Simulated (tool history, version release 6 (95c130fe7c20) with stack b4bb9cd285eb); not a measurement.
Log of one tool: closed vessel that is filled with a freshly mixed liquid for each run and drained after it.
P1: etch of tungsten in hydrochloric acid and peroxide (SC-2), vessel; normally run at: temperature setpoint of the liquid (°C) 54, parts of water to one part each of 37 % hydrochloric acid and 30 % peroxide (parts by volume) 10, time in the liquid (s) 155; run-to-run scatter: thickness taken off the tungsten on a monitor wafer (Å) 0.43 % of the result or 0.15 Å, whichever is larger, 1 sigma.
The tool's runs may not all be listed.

run   hour  temperature setpoint of the liquid (°C)  parts of water to one part each of 37 % hydrochloric acid and 30 % peroxide (parts by volume)  time in the liquid (s)  hours since the thermometer was replaced  hours since the chemicals flow meter was replaced  hours since the drum of peroxide was connected  thickness taken off the tungsten on a monitor wafer (Å)
  1    6.9                                       54                                                                                             10                     155                                     545.3                                              248.3                                           131.4                                                    239.5
  2   12.2                                       54                                                                                             10                     155                                     550.6                                              253.6                                           136.7                                                   236.82
  3   21.8                                       54                                                                                           15.5                     155                                     560.2                                              263.2                                           146.3                                                   163.67
  4   28.9                                       54                                                                                             10                     155                                     567.3                                              270.3                                           153.4                                                   237.83
  5   34.1                                       54                                                                                             10                     155                                     572.5                                              275.5                                           158.6                                                   238.35
  6   43.1                                       54                                                                                             10                     155                                     581.5                                              284.5                                           167.6                                                      238
  7   48.7                                       54                                                                                             10                     255                                     587.1                                              290.1                                           173.2                                                   393.34
  8   53.8                                       54                                                                                             10                      30                                     592.2                                              295.2                                           178.3                                                   46.482
  9   64.3                                       54                                                                                            4.5                     285                                     602.7                                              305.7                                           188.8                                                   809.65
 10   73.5                                       54                                                                                            4.5                     155                                     611.9                                              314.9                                             198                                                   441.66
      77.3  -- new drum of peroxide connected
 11   78.4                                       40                                                                                             10                     155                                     616.8                                              319.8                                             1.2                                                   92.199
 12   85.7                                       64                                                                                             10                     155                                     624.1                                              327.1                                             8.5                                                   447.08
 13   92.7                                       54                                                                                             10                     155                                     631.1                                              334.1                                            15.5                                                   239.82
 14  101.9                                       54                                                                                             10                     155                                     640.3                                              343.3                                            24.7                                                   238.55
 15  107.3                                       54                                                                                             10                     155                                     645.7                                              348.7                                            30.1                                                   231.46
 16  114.2                                       54                                                                                             10                     155                                     652.6                                              355.6                                              37                                                   226.38
 17  123.9                                       54                                                                                             10                     155                                     662.3                                              365.3                                            46.7                                                   219.85
 18  129.5                                       54                                                                                             10                     155                                     667.9                                              370.9                                            52.3                                                   218.61
     132.6  -- new drum of peroxide connected
 19  137.7                                       54                                                                                             10                     155                                     676.1                                              379.1                                             5.1                                                   219.65

Run 20 comes next. What will it give?
 20  145.3                                       54                                                                                             10                     155                                     683.7                                              386.7                                            12.7                                                        ?

thickness taken off the tungsten on a monitor wafer (Å): 215.96

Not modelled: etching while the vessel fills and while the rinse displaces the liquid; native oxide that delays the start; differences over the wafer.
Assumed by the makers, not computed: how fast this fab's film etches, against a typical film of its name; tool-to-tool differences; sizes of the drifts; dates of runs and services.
